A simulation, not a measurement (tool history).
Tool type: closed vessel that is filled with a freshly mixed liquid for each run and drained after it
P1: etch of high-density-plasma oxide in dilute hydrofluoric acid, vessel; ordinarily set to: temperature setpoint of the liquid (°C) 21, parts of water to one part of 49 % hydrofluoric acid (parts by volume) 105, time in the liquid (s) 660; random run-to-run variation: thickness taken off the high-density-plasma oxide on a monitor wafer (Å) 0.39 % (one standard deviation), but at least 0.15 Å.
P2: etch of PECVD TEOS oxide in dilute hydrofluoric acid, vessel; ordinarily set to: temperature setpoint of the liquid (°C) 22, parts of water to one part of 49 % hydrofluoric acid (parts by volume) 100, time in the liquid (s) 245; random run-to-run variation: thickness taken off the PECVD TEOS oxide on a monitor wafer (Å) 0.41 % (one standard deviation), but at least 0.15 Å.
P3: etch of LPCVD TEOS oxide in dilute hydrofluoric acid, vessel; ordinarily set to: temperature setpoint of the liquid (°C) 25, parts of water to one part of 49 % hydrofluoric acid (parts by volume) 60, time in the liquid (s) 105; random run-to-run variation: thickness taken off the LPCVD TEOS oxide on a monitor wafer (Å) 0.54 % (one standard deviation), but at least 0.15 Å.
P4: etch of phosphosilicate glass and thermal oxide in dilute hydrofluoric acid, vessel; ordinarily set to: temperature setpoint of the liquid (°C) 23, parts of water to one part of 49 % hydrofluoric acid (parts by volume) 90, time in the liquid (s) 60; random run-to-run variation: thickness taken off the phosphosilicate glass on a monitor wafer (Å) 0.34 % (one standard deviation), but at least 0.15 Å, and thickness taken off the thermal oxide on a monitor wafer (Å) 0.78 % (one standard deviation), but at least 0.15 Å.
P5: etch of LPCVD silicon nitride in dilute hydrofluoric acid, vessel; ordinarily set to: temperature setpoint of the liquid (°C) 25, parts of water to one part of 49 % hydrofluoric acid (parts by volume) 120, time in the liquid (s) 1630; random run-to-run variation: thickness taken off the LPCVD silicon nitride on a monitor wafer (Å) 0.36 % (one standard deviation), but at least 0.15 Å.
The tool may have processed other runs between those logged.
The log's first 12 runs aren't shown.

| run | hour | process that ran | temperature setpoint of the liquid (°C) | parts of water to one part of 49 % hydrofluoric acid (parts by volume) | time in the liquid (s) | hours since the thermometer was replaced | hours since the hydrofluoric acid flow meter was replaced | thickness taken off the high-density-plasma oxide on a monitor wafer (Å) | thickness taken off the LPCVD TEOS oxide on a monitor wafer (Å) | thickness taken off the phosphosilicate glass on a monitor wafer (Å) | thickness taken off the thermal oxide on a monitor wafer (Å) | thickness taken off the PECVD TEOS oxide on a monitor wafer (Å) | thickness taken off the LPCVD silicon nitride on a monitor wafer (Å) |
|---|---|---|---|---|---|---|---|---|---|---|---|---|---|
| 13 | 142 | P4 | 23 | 50 | 60 | 648 | 663.5 |  |  | 852.54 | 59.626 |  |  |
| 14 | 153.9 | P1 | 21 | 105 | 660 | 659.9 | 675.4 | 449.42 |  |  |  |  |  |
|  | 166.4 | thermometer replaced |
| 15 | 168.2 | P1 | 17 | 55 | 660 | 1.8 | 689.7 | 766.64 |  |  |  |  |  |
| 16 | 183 | P1 | 17 | 105 | 660 | 16.6 | 704.5 | 381.93 |  |  |  |  |  |
| 17 | 190.2 | P1 | 25.5 | 105 | 660 | 23.8 | 711.7 | 537.05 |  |  |  |  |  |
| 18 | 204.3 | P2 | 22 | 100 | 380 | 37.9 | 725.8 |  |  |  |  | 296.7 |  |
| 19 | 216.3 | P5 | 25 | 120 | 725 | 49.9 | 737.8 |  |  |  |  |  | 32.33 |
| 20 | 226.7 | P5 | 25 | 210 | 1630 | 60.3 | 748.2 |  |  |  |  |  | 41.802 |
| 21 | 235 | P1 | 21 | 105 | 1215 | 68.6 | 756.5 | 828.88 |  |  |  |  |  |
| 22 | 246.5 | P3 | 25 | 60 | 105 | 80.1 | 768 |  | 348.24 |  |  |  |  |
| 23 | 257.7 | P3 | 25 | 60 | 55 | 91.3 | 779.2 |  | 179.33 |  |  |  |  |
| 24 | 267.7 | P1 | 21 | 105 | 170 | 101.3 | 789.2 | 116.01 |  |  |  |  |  |
| 25 | 282.1 | P5 | 25 | 120 | 1630 | 115.7 | 803.6 |  |  |  |  |  | 73.475 |
| 26 | 292.1 | P1 | 21 | 105 | 660 | 125.7 | 813.6 | 450.04 |  |  |  |  |  |
| 27 | 305.4 | P1 | 21 | 65 | 660 | 139 | 826.9 | 765.96 |  |  |  |  |  |
| 28 | 317.8 | P4 | 23 | 90 | 110 | 151.4 | 839.3 |  |  | 827.43 | 58.096 |  |  |
| 29 | 330.3 | P5 | 29 | 120 | 1630 | 163.9 | 851.8 |  |  |  |  |  | 94.298 |
| 30 | 339.5 | P2 | 22 | 100 | 245 | 173.1 | 861 |  |  |  |  | 190.8 |  |
| 31 | 348.2 | P4 | 30 | 90 | 60 | 181.8 | 869.7 |  |  | 588.6 | 41.215 |  |  |

For run 32, what comes out?
| 32 | 358.1 | P1 | 21 | 55 | 1215 | 191.7 | 879.6 | ? |  |  |  |  |  |

thickness taken off the high-density-plasma oxide on a monitor wafer (Å): 1675.4

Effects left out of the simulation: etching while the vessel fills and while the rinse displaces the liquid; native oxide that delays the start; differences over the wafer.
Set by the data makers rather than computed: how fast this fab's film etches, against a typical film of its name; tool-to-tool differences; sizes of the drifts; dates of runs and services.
